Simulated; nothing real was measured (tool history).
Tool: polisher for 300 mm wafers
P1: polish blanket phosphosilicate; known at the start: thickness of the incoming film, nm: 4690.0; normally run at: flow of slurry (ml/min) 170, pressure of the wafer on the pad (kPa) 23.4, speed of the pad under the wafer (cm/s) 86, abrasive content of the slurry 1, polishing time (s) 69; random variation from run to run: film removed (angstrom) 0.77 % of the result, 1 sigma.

run   hour  flow of slurry (ml/min)  pressure of the wafer on the pad (kPa)  speed of the pad under the wafer (cm/s)  abrasive content of the slurry  polishing time (s)  wafers polished on this pad  hours since the slurry nozzle was cleaned  hours since the head pressure was calibrated  hours since the slurry blender was calibrated  hours since the conditioning disc was replaced  film removed (angstrom)
  1    6.8                      170                                    23.4                                       86                               1                  69                          475                                        596                                         225.5                                             62                                           366.4                   6472.3
  2   13.5                      170                                    23.4                                       86                               1                  31                          547                                      602.7                                         232.2                                           68.7                                           373.1                   2907.2
  3   27.1                      170                                    23.4                                       86                               1                  69                          693                                      616.3                                         245.8                                           82.3                                           386.7                   6497.3
  4   39.9                      170                                    29.6                                       86                             0.5                  69                          831                                      629.1                                         258.6                                           95.1                                           399.5                   5697.9
  5   50.2                      170                                    23.4                                       86                             1.3                  69                          942                                      639.4                                         268.9                                          105.4                                           409.8                     7249
  6   64.4                      170                                    23.4                                       38                               1                  69                         1094                                      653.6                                         283.1                                          119.6                                             424                   3417.7
  7   77.7                      170                                    12.4                                       86                               1                  69                         1237                                      666.9                                         296.4                                          132.9                                           437.3                   3430.5
  8   91.3                      250                                    23.4                                       86                               1                  69                         1384                                      680.5                                           310                                          146.5                                           450.9                   6749.2
  9  105.3                      170                                    15.9                                       86                               1                  43                         1534                                      694.5                                           324                                          160.5                                           464.9                   2719.6
       107  -- slurry nozzle cleaned
 10  116.8                      170                                    23.4                                      126                               1                  69                         1658                                        9.8                                         335.5                                            172                                           476.4                   8914.6
 11  131.4                      170                                    23.4                                       86                               1                  88                         1815                                       24.4                                         350.1                                          186.6                                             491                   8357.2
 12  140.5                      170                                    33.8                                       86                               1                  69                         1913                                       33.5                                         359.2                                          195.7                                           500.1                   9426.9
 13  151.2                      170                                    23.4                                       86                               1                  69                         2028                                       44.2                                         369.9                                          206.4                                           510.8                   6535.2
 14  161.2                      110                                    23.4                                       86                               1                  69                         2135                                       54.2                                         379.9                                          216.4                                           520.8                   5977.3
 15  176.1                      170                                    34.5                                       86                               1                  45                         2296                                       69.1                                         394.8                                          231.3                                           535.7                   6279.9
     176.5  -- conditioning disc replaced and pad reconditioned
 16  187.4                      170                                    23.4                                       86                             0.5                  69                         2417                                       80.4                                         406.1                                          242.6                                            10.9                     4445
 17  198.1                      170                                    23.4                                       86                               1                  69                         2532                                       91.1                                         416.8                                          253.3                                            21.6                   6481.8
 18  204.9                      170                                    23.4                                       86                               1                  69                         2605                                       97.9                                         423.6                                          260.1                                            28.4                   6459.1
 19  216.4                      170                                    23.4                                       86                               1                  69                         2729                                      109.4                                         435.1                                          271.6                                            39.9                   6208.8
 20  225.9                      170                                    23.4                                       86                               1                  69                         2831                                      118.9                                         444.6                                          281.1                                            49.4                     6017
     231.8  -- head pressure recalibrated
     233.4  -- slurry nozzle cleaned
 21  239.1                      170                                    23.4                                       86                               1                  69                         2973                                        5.7                                           7.4                                          294.3                                            62.6                   5926.7
     244.5  -- conditioning disc replaced and pad reconditioned
 22  248.3                      170                                    23.4                                       86                               1                  69                         3072                                       14.9                                          16.6                                          303.5                                             3.8                   5922.3
 23    261                      170                                    23.4                                       86                               1                  69                         3209                                       27.6                                          29.3                                          316.2                                            16.5                   5749.4
 24  276.1                      170                                    23.4                                       86                               1                  69                         3371                                       42.7                                          44.4                                          331.3                                            31.6                   5862.5

What P1 gives has crept away from where it was. These 2 causes fit the log equally well, each at the size given:
A: removal rate lost through wear of the pad, % = 10.7
B: abrasive missing from the slurry, % = 20.8
The creep began at about hour 204.9.
Why every other cause is out:
slurry flow missing at the pad, %: serviced at hour 233.4, which brought nothing back
head's pressure below its setpoint, %: serviced at hour 231.8, which brought nothing back
time polished since the conditioner stopped cutting, s: serviced at hour 244.5, which brought nothing back

4 check runs are offered, each on 5 wafers whose results are averaged, their results left as question marks. Which one tells the causes apart?
check 1  291.2                      135                                    23.4                                      106                               1                  69                                                                                                                                                                                                                                             ?
check 2  291.2                      170                                    23.4                                       50                               1                  69                                                                                                                                                                                                                                             ?
check 3  291.2                      170                                    23.4                                       86                             0.6                  69                                                                                                                                                                                                                                             ?
check 4  291.2                      215                                    23.4                                       86                               1                  69                                                                                                                                                                                                                                             ?

What each check would give under each cause:
  check                   result    if A    if B
check 1  film removed (angstrom)  6612.5  6615.1
check 2  film removed (angstrom)  3770.7  3772.2
check 3  film removed (angstrom)  4465.8  4338.4
check 4  film removed (angstrom)  6010.4  6012.8
How far apart the two closest causes lie, in the result that separates them most: check 1 0.04 %; check 2 0.04 %; check 3 2.89 %; check 4 0.04 %
Only check 3 tells the causes apart: in the others they would give nearly the same result.

Then check 3 was run and gave: film removed (angstrom) 4482.5. Which cause is it?

It is A: removal rate lost through wear of the pad, %.

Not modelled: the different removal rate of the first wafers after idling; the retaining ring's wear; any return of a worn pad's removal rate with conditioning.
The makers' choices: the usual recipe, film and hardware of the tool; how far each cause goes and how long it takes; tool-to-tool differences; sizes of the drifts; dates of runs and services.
